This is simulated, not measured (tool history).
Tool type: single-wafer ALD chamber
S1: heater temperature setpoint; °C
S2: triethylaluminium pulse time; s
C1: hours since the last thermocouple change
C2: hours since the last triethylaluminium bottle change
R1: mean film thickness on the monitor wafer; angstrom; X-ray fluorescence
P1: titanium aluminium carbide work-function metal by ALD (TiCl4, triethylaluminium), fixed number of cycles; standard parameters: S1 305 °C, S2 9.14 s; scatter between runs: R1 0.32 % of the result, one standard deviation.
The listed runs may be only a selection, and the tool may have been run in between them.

{"run": 1, "hour": 7.5, "S1": 305, "S2": 9.14, "C1": 1153.3, "C2": 297.2, "R1": 20.637}
{"run": 2, "hour": 11.9, "S1": 322, "S2": 9.14, "C1": 1157.7, "C2": 301.6, "R1": 22.179}
{"run": 3, "hour": 19.3, "S1": 281, "S2": 5.06, "C1": 1165.1, "C2": 309, "R1": 15.933}
{"run": 4, "hour": 25.9, "S1": 328, "S2": 5.78, "C1": 1171.7, "C2": 315.6, "R1": 20.503}
{"run": 5, "hour": 34.1, "S1": 305, "S2": 9.14, "C1": 1179.9, "C2": 323.8, "R1": 20.648}
{"run": 6, "hour": 40.7, "S1": 305, "S2": 3.15, "C1": 1186.5, "C2": 330.4, "R1": 14.238}
{"run": 7, "hour": 48.1, "S1": 305, "S2": 9.14, "C1": 1193.9, "C2": 337.8, "R1": 20.58}
{"run": 8, "hour": 52.9, "S1": 288, "S2": 5.28, "C1": 1198.7, "C2": 342.6, "R1": 16.794}
{"run": 9, "hour": 58.0, "S1": 305, "S2": 9.14, "C1": 1203.8, "C2": 347.7, "R1": 20.584}
{"run": 10, "hour": 66.2, "S1": 305, "S2": 12.75, "C1": 1212, "C2": 355.9, "R1": 21.394}
{"run": 11, "hour": 72.1, "S1": 282, "S2": 9.14, "C1": 1217.9, "C2": 361.8, "R1": 18.664}
{"run": 12, "hour": 80.0, "S1": 305, "S2": 9.14, "C1": 1225.8, "C2": 369.7, "R1": 20.638}
{"run": 13, "hour": 86.7, "S1": 305, "S2": 9.14, "C1": 1232.5, "C2": 376.4, "R1": 20.676}
{"run": 14, "hour": 93.5, "S1": 305, "S2": 9.14, "C1": 1239.3, "C2": 383.2, "R1": 20.332}
{"run": 15, "hour": 102.6, "S1": 305, "S2": 9.14, "C1": 1248.4, "C2": 392.3, "R1": 20.365}
{"run": 16, "hour": 109.8, "S1": 305, "S2": 9.14, "C1": 1255.6, "C2": 399.5, "R1": 20.296}
{"run": 17, "hour": 118.3, "S1": 305, "S2": 9.14, "C1": 1264.1, "C2": 408, "R1": 20.199}
{"run": 18, "hour": 126.7, "S1": 305, "S2": 9.14, "C1": 1272.5, "C2": 416.4, "R1": 20.171}
{"run": 19, "hour": 135.6, "S1": 305, "S2": 9.14, "C1": 1281.4, "C2": 425.3, "R1": 20.225}
{"run": 20, "hour": 141.0, "S1": 305, "S2": 9.14, "C1": 1286.8, "C2": 430.7, "R1": 20.246}

The log shows P1 creeping away from where it was. Any of the 2 causes listed here, at the size stated for it, fits the log just as well as the others:
A: wafer temperature below the value expected at the setpoint (K) = 5.26
B: triethylaluminium dose below that of a fresh bottle (%) = 12.9
The process output started creeping at around hour 86.7.

Of the 4 check runs listed below, each run on one wafer and each result written as a question mark, which would let you distinguish the listed causes because they would give clearly different results?
{"run": "check 1", "hour": 146.4, "S1": 305, "S2": 3.82, "R1": "?"}
{"run": "check 2", "hour": 146.4, "S1": 285, "S2": 9.14, "R1": "?"}
{"run": "check 3", "hour": 146.4, "S1": 290, "S2": 9.14, "R1": "?"}
{"run": "check 4", "hour": 146.4, "S1": 295, "S2": 9.14, "R1": "?"}

If the cause were each of the candidates in turn, the checks would give the following:
check=check_1 result=R1 if_A=15.432 if_B=14.716
check=check_2 result=R1 if_A=18.438 if_B=18.469
check=check_3 result=R1 if_A=18.87 if_B=18.893
check=check_4 result=R1 if_A=19.303 if_B=19.319
Separation of the two closest causes in each check, using whichever result separates them best: check 1 4.75 %; check 2 0.17 %; check 3 0.12 %; check 4 0.08 %
Only in check 1 would the causes give clearly different results; in the remaining checks their results would be nearly the same.

Here is what check 1 returned: R1 14.767 angstrom. Which cause is it?

It is B: triethylaluminium dose below that of a fresh bottle (%).
